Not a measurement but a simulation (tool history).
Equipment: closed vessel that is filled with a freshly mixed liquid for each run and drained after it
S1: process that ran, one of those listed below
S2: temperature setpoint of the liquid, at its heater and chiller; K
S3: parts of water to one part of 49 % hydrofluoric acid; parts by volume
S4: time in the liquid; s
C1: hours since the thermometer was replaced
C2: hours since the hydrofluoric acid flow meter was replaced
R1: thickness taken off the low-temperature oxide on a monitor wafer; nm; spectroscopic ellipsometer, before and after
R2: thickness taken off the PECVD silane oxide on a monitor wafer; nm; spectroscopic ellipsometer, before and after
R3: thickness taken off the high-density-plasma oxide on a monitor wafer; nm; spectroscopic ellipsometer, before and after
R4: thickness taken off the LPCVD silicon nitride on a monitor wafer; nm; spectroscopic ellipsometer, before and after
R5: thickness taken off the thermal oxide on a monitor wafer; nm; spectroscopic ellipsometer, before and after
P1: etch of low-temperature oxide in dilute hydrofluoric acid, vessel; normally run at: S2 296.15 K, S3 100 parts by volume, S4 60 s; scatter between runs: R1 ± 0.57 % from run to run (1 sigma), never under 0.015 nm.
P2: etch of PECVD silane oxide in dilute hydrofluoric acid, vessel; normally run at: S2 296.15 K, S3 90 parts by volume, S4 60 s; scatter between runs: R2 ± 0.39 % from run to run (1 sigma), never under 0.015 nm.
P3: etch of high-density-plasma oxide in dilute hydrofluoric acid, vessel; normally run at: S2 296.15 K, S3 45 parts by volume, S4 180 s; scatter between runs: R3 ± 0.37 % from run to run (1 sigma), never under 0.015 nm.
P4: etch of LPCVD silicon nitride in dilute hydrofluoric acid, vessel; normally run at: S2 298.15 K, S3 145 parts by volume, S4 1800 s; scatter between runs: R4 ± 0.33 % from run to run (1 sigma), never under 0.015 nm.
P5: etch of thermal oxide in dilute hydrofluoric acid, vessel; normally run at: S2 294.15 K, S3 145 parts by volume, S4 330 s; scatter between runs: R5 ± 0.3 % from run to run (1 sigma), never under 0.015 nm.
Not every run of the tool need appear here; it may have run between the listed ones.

run,day,S1,S2,S3,S4,C1,C2,R1,R2,R3,R4,R5
1,0.117,P1,296.15,100,60,418.5,279.4,16.527,,,,
2,0.333,P2,296.15,160,60,423.7,284.6,,13.777,,,
3,0.55,P3,296.15,45,180,428.9,289.8,,,26.315,,
4,0.717,P4,293.65,145,1800,432.9,293.8,,,,4.7984,
5,0.871,P1,296.15,160,30,436.6,297.5,4.8752,,,,
6,0.988,P4,298.15,230,1800,439.4,300.3,,,,4.0581,
7,1.171,P1,296.15,30,60,443.8,304.7,60.236,,,,
8,1.388,P2,296.15,90,35,449,309.9,,15.392,,,
9,1.6,P2,296.15,90,60,454.1,315,,26.609,,,
10,1.8,P2,296.15,90,60,458.9,319.8,,26.536,,,
11,1.962,P4,298.15,145,1800,462.8,323.7,,,,6.3715,
12,2.175,P1,296.15,100,60,467.9,328.8,16.393,,,,
13,2.296,P1,296.15,100,60,470.8,331.7,16.73,,,,
14,2.521,P1,290.15,100,60,476.2,337.1,13.016,,,,
15,2.654,P1,290.15,55,60,479.4,340.3,24.908,,,,
16,2.771,P1,296.15,175,60,482.2,343.1,8.7317,,,,
17,2.938,P2,304.15,90,60,486.2,347.1,,36.177,,,
18,3.133,P1,296.15,100,60,490.9,351.8,16.535,,,,
19,3.304,P5,294.15,215,330,495,355.9,,,,,5.5167
20,3.446,P3,296.15,45,50,498.4,359.3,,,7.2882,,
21,3.646,P3,300.15,45,180,503.2,364.1,,,31.033,,
22,3.838,P1,302.65,100,60,507.8,368.7,21.091,,,,
23,4.008,P5,294.15,145,530,511.9,372.8,,,,,14.162
24,4.246,P4,298.15,145,1800,517.6,378.5,,,,6.4085,
25,4.408,P3,296.15,20,180,521.5,382.4,,,61.377,,
26,4.654,P1,296.15,175,30,527.4,388.3,4.3476,,,,
27,4.779,P1,296.15,100,60,530.4,391.3,16.714,,,,
28,4.954,P1,296.15,100,35,534.6,395.5,9.7098,,,,
29,5.088,P4,298.15,145,465,537.8,398.7,,,,1.6492,
30,5.333,P5,294.15,145,330,543.7,404.6,,,,,8.8175
31,5.483,P1,296.15,100,110,547.3,408.2,30.592,,,,
32,5.638,P5,301.15,145,330,551,411.9,,,,,11.509
33,5.754,P1,296.15,100,60,553.8,414.7,16.507,,,,
34,5.921,P1,296.15,100,60,557.8,418.7,17.308,,,,
35,6.046,P1,296.15,100,60,560.8,421.7,17.423,,,,
36,6.258,P1,296.15,100,60,565.9,426.8,17.655,,,,
37,6.483,P1,296.15,100,60,571.3,432.2,17.679,,,,
38,6.658,P1,296.15,100,60,575.5,436.4,17.846,,,,
39,6.85,P1,296.15,100,60,580.1,441,18.168,,,,
40,7.046,P1,296.15,100,60,584.8,445.7,17.776,,,,

Compared with where it was, what P1 gives has crept away. Each cause listed below fits the log as well as the rest, at the size given for it:
A: liquid hotter than its thermometer reads (K) = 2
B: hydrofluoric acid flow above the setpoint (%) = 7.35
The drift started at roughly day 5.754.

Consider the 4 single-wafer check runs listed below, results given as question marks: which one distinguishes between the causes by giving clearly different results for each?
check 1,7.242,P3,296.15,45,180,,,,,?,,
check 2,7.242,P5,294.15,145,330,,,,,,,?
check 3,7.242,P4,298.15,145,1800,,,,,,?,
check 4,7.242,P2,296.15,90,60,,,,?,,,

Expected result of each check under each candidate cause:
check,result,if A,if B
check 1,R3,28.632,28.411
check 2,R5,9.5016,9.5339
check 3,R4,7.2823,6.8813
check 4,R2,28.725,28.685
Gap, in per cent, between the two causes that each check separates least, read from the result that separates them most: check 1 0.77 %; check 2 0.34 %; check 3 5.66 %; check 4 0.14 %
The other checks would show nearly matching results whichever cause is true, so check 3 is the only one that separates the causes.

The results of check 3 are: R4 6.9371 nm. Based on these, which of the listed causes is it?

It was cause B: hydrofluoric acid flow above the setpoint (%).
